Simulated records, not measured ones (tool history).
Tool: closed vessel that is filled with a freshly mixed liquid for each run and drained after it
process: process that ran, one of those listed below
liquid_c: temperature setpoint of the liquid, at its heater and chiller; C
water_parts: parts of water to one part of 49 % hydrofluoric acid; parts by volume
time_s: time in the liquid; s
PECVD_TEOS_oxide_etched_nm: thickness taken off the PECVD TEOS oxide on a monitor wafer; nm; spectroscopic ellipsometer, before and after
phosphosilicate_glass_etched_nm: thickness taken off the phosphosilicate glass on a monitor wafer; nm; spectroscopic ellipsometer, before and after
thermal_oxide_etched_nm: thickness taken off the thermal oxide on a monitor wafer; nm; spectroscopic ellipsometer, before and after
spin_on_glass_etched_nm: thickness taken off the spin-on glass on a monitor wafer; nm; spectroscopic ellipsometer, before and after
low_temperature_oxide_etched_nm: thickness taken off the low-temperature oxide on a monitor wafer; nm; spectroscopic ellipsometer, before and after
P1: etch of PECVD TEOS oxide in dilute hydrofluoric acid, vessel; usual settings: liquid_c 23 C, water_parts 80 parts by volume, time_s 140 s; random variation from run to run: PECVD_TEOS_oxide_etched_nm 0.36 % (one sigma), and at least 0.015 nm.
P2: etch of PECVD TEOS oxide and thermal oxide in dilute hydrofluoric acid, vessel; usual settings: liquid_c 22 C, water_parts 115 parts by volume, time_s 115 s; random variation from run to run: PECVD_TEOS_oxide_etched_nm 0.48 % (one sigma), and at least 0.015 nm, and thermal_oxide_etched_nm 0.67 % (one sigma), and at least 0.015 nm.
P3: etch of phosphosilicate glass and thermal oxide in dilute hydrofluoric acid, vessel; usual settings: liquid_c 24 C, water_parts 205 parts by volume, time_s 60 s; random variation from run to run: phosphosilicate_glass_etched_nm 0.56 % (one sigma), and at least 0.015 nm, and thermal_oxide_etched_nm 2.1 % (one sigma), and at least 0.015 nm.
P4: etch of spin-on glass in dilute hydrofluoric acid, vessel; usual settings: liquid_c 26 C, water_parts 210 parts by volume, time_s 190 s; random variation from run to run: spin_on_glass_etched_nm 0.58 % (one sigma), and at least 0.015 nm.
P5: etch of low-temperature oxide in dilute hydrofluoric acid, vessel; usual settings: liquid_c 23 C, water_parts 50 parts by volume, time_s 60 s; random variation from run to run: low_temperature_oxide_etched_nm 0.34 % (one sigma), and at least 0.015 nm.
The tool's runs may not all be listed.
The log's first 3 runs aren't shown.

run,hour,process,liquid_c,water_parts,time_s,hours since the thermometer was replaced,hours since the hydrofluoric acid flow meter was replaced,PECVD_TEOS_oxide_etched_nm,phosphosilicate_glass_etched_nm,thermal_oxide_etched_nm,spin_on_glass_etched_nm,low_temperature_oxide_etched_nm
4,22.5,P5,23,20,60,543.7,1494,,,,,71.105
5,31.2,P5,31.5,50,60,552.4,1502.7,,,,,38.431
6,37.8,P1,17.5,80,140,559,1509.3,37.562,,,,
7,44.7,P4,19,210,190,565.9,1516.2,,,,25.039,
8,51.1,P1,23,80,140,572.3,1522.6,47.34,,,,
9,59.6,P1,23,80,140,580.8,1531.1,47.161,,,,
10,66.5,P1,23,80,140,587.7,1538,47.187,,,,
11,74.1,P1,23,130,140,595.3,1545.6,27.343,,,,
12,82.1,P1,30,80,140,603.3,1553.6,62.057,,,,
13,87.8,P1,17,80,70,609,1559.3,18.421,,,,
14,96.1,P3,24,205,60,617.3,1567.6,,27.014,1.2098,,
15,100.3,P3,24,205,60,621.5,1571.8,,27.09,1.201,,
16,108.6,P1,23,80,140,629.8,1580.1,47.081,,,,
17,114.8,P2,22,185,115,636,1586.3,5.5658,,2.3673,,
18,121.4,P3,24,205,30,642.6,1592.9,,13.427,0.59268,,
19,126.2,P1,23,80,220,647.4,1597.7,73.952,,,,
20,134.6,P5,23,50,60,655.8,1606.1,,,,,27.393
21,139.2,P4,26,210,190,660.4,1610.7,,,,32.075,
22,143.1,P5,23,50,115,664.3,1614.6,,,,,52.291
23,147.9,P4,26,60,190,669.1,1619.4,,,,134.12,
24,151.7,P1,23,25,30,672.9,1623.2,34.811,,,,
25,157,P1,23,80,140,678.2,1628.5,47.315,,,,
26,165.8,P2,22,115,200,687,1637.3,16.736,,7.2169,,
27,173.4,P4,26,210,190,694.6,1644.9,,,,32.049,
28,179.6,P1,23,80,140,700.8,1651.1,47.435,,,,

Run 29 comes next. What will it give?
29,186.1,P3,29,205,60,707.3,1657.6,,?,?,,

phosphosilicate_glass_etched_nm: 32.303 nm
thermal_oxide_etched_nm: 1.4864 nm
